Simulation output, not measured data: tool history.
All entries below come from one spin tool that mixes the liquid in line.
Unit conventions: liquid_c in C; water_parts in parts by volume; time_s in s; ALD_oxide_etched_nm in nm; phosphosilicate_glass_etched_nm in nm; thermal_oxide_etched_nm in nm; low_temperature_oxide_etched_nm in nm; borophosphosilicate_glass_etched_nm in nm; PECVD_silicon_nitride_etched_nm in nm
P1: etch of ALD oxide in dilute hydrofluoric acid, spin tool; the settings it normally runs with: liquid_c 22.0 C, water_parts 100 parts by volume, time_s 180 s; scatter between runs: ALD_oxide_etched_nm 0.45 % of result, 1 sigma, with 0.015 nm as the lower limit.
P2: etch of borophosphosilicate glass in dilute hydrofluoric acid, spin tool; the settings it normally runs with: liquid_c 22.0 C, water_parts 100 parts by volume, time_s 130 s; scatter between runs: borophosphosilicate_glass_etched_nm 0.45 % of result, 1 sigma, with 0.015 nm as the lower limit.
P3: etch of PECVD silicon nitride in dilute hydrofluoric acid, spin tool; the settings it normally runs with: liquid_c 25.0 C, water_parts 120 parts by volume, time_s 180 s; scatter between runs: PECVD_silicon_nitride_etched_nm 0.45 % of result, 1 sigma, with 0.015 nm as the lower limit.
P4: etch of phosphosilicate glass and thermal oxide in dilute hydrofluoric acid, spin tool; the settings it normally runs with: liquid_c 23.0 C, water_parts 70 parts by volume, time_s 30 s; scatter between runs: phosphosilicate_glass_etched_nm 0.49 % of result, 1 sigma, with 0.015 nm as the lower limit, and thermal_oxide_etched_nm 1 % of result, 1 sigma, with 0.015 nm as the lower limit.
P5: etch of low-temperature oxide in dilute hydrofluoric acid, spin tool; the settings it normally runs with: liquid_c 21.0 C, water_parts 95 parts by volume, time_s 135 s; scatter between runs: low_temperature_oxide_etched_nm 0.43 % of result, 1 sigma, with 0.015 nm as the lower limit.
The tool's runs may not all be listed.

run	hour	process	liquid_c	water_parts	time_s	ALD_oxide_etched_nm	phosphosilicate_glass_etched_nm	thermal_oxide_etched_nm	low_temperature_oxide_etched_nm	borophosphosilicate_glass_etched_nm	PECVD_silicon_nitride_etched_nm
1	7.1	P1	22.0	100	180	19.6770					
2	16.1	P4	23.0	30	30		67.172	5.1129			
3	20.9	P5	21.0	95	135				44.352		
4	26.0	P5	21.0	95	135				44.378		
5	32.3	P4	23.0	70	60		53.571	4.1224			
6	38.1	P1	29.5	100	180	26.1370					
7	43.9	P1	22.0	100	180	19.4620					
8	53.1	P1	22.0	100	330	35.7970					
9	59.9	P5	17.0	95	135				37.316		
10	69.4	P2	22.0	155	130					34.780	
11	77.1	P1	17.0	35	180	48.5640					
12	83.9	P3	25.0	25	180						26.43100
13	91.1	P1	22.0	100	180	19.6820					
14	100.8	P4	26.5	70	30		31.029	2.4213			
15	106.1	P1	22.0	170	180	10.6020					
16	116.3	P5	21.0	160	135				24.574		
17	124.5	P3	25.0	120	15						0.45731
18	132.2	P1	17.0	100	180	15.8300					
19	138.8	P1	22.0	100	180	19.5760					
20	148.6	P1	28.0	100	105	14.4330					
# hour 157.2: hydrofluoric acid flow meter replaced
21	158.1	P2	22.0	100	130					57.803	
22	168.6	P5	21.0	95	265				86.883		
23	177.4	P1	22.0	100	35	3.7849					
24	187.3	P2	22.0	100	40					17.727	
25	196.5	P2	18.0	100	130					48.461	
26	203.5	P3	19.0	120	180						3.81260
27	212.2	P1	22.0	35	180	60.3010					
28	217.6	P4	23.0	70	30		26.867	2.0422			
29	228.1	P3	25.0	120	180						5.70660
30	233.9	P1	27.0	60	180	41.6440					
31	243.9	P1	22.0	100	180	19.3770					
32	251.8	P1	22.0	100	180	20.0350					
33	261.8	P1	22.0	100	180	20.3330					
34	268.6	P1	22.0	100	180	20.4810					
35	274.5	P1	22.0	100	180	20.6500					
36	280.0	P1	22.0	100	180	20.8310					
37	287.2	P1	22.0	100	180	20.9040					
38	294.7	P1	22.0	100	180	20.9110					
39	303.6	P1	22.0	100	180	20.8040					
40	312.6	P1	22.0	100	180	20.8810					

The output of P1 has drifted from where it used to be. Each of the 2 causes below, taken at the size shown beside it, accounts for the log equally well:
A: hydrofluoric acid flow above the setpoint (%) = 6.29
B: liquid hotter than its thermometer reads (K) = 1.7
The creep began at about hour 243.9.

Of the 4 check runs listed below, each run on one wafer and each result written as a question mark, which would let you distinguish the listed causes because they would give clearly different results?
check 1	321.6	P5	21.0	130	135				?		
check 2	321.6	P3	25.0	30	70						?
check 3	321.6	P2	18.5	140	130					?	
check 4	321.6	P4	23.0	40	50		?	?			

Predicted outcomes, by check and by cause:
check	result	if A	if B
check 1	low_temperature_oxide_etched_nm	33.303	33.231
check 2	PECVD_silicon_nitride_etched_nm	9.15680	9.67610
check 3	borophosphosilicate_glass_etched_nm	36.722	36.688
check 4	phosphosilicate_glass_etched_nm	87.117	87.679
check 4	thermal_oxide_etched_nm	6.7057	6.7490
Smallest distance between any two causes, each pair judged by its most separating result, in per cent: check 1 0.21 %; check 2 5.52 %; check 3 0.09 %; check 4 0.64 %
Check 2 is the one run that separates the causes; every other check would come out nearly the same whichever cause is at work.

Check 2 was then run and gave: PECVD_silicon_nitride_etched_nm 9.69670 nm. Which cause is it?

It is B: liquid hotter than its thermometer reads (K).

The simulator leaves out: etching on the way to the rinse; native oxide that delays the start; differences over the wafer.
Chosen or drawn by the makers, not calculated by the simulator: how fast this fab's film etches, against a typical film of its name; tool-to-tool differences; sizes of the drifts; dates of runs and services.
